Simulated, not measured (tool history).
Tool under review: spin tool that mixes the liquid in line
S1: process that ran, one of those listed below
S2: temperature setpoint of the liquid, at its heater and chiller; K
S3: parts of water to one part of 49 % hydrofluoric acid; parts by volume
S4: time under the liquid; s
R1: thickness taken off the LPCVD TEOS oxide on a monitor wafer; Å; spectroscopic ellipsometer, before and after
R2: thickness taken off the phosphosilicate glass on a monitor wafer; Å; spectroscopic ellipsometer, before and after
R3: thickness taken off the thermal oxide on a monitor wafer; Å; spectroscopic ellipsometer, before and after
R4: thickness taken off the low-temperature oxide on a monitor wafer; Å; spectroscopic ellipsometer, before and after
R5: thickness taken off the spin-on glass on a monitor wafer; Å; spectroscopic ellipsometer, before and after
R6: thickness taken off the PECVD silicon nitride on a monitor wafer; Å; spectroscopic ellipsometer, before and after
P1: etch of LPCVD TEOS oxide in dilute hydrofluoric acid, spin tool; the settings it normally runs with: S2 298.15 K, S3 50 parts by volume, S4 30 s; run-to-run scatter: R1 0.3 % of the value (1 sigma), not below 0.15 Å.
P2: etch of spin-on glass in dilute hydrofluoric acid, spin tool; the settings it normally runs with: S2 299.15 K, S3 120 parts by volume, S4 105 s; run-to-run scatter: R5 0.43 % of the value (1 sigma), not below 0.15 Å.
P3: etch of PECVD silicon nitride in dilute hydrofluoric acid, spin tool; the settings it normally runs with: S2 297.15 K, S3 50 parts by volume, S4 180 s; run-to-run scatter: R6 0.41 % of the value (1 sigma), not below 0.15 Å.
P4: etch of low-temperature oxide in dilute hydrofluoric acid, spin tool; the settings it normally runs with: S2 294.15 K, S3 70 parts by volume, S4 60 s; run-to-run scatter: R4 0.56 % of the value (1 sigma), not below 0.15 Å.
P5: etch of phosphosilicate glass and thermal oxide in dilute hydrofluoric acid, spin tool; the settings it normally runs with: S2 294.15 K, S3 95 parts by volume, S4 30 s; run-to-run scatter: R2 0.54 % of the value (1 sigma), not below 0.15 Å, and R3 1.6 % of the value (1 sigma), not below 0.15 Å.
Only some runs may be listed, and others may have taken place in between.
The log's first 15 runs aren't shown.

{"run": 16, "day": 8.388, "S1": "P5", "S2": 290.15, "S3": 95, "S4": 30, "R2": 290.24, "R3": 11.472}
{"run": 17, "day": 9.033, "S1": "P1", "S2": 305.65, "S3": 50, "S4": 30, "R1": 493.44}
{"run": 18, "day": 9.604, "S1": "P1", "S2": 298.15, "S3": 50, "S4": 30, "R1": 366.34}
{"run": 19, "day": 10.333, "S1": "P2", "S2": 302.65, "S3": 120, "S4": 105, "R5": 396.46}
{"run": 20, "day": 10.804, "S1": "P1", "S2": 298.15, "S3": 50, "S4": 30, "R1": 367.96}
{"run": 21, "day": 11.512, "S1": "P1", "S2": 298.15, "S3": 50, "S4": 30, "R1": 365.29}
{"run": 22, "day": 12.2, "S1": "P1", "S2": 298.15, "S3": 50, "S4": 30, "R1": 365.93}
{"run": 23, "day": 12.683, "S1": "P1", "S2": 298.15, "S3": 50, "S4": 15, "R1": 183.05}
{"run": 24, "day": 13.208, "S1": "P1", "S2": 298.15, "S3": 20, "S4": 30, "R1": 953.34}
{"run": 25, "day": 13.883, "S1": "P1", "S2": 295.15, "S3": 75, "S4": 30, "R1": 209.01}
{"run": 26, "day": 14.35, "S1": "P1", "S2": 298.15, "S3": 50, "S4": 45, "R1": 546.63}
{"run": 27, "day": 14.683, "S1": "P2", "S2": 299.15, "S3": 120, "S4": 155, "R5": 509.44}
{"run": 28, "day": 15.362, "S1": "P3", "S2": 297.15, "S3": 50, "S4": 355, "R6": 339.14}
{"day": 15.512, "done": "thermometer replaced"}
{"run": 29, "day": 15.933, "S1": "P1", "S2": 290.15, "S3": 50, "S4": 30, "R1": 260.9}
{"run": 30, "day": 16.542, "S1": "P1", "S2": 291.65, "S3": 70, "S4": 30, "R1": 194.09}
{"run": 31, "day": 17.0, "S1": "P3", "S2": 297.15, "S3": 90, "S4": 180, "R6": 97.463}
{"run": 32, "day": 17.342, "S1": "P5", "S2": 294.15, "S3": 95, "S4": 30, "R2": 342.32, "R3": 13.18}
{"run": 33, "day": 17.696, "S1": "P3", "S2": 297.15, "S3": 50, "S4": 180, "R6": 172.89}
{"run": 34, "day": 18.133, "S1": "P1", "S2": 298.15, "S3": 50, "S4": 30, "R1": 365.83}
{"run": 35, "day": 18.458, "S1": "P1", "S2": 298.15, "S3": 50, "S4": 30, "R1": 374.85}
{"run": 36, "day": 18.946, "S1": "P1", "S2": 298.15, "S3": 50, "S4": 30, "R1": 386.33}
{"run": 37, "day": 19.421, "S1": "P1", "S2": 298.15, "S3": 50, "S4": 30, "R1": 391.32}
{"run": 38, "day": 20.104, "S1": "P1", "S2": 298.15, "S3": 50, "S4": 30, "R1": 397.49}
{"run": 39, "day": 20.438, "S1": "P1", "S2": 298.15, "S3": 50, "S4": 30, "R1": 400.74}
{"run": 40, "day": 20.95, "S1": "P1", "S2": 298.15, "S3": 50, "S4": 30, "R1": 399.84}

What will run 41 give?
{"run": 41, "day": 21.646, "S1": "P1", "S2": 298.15, "S3": 50, "S4": 30, "R1": "?"}

R1: 402.45 Å

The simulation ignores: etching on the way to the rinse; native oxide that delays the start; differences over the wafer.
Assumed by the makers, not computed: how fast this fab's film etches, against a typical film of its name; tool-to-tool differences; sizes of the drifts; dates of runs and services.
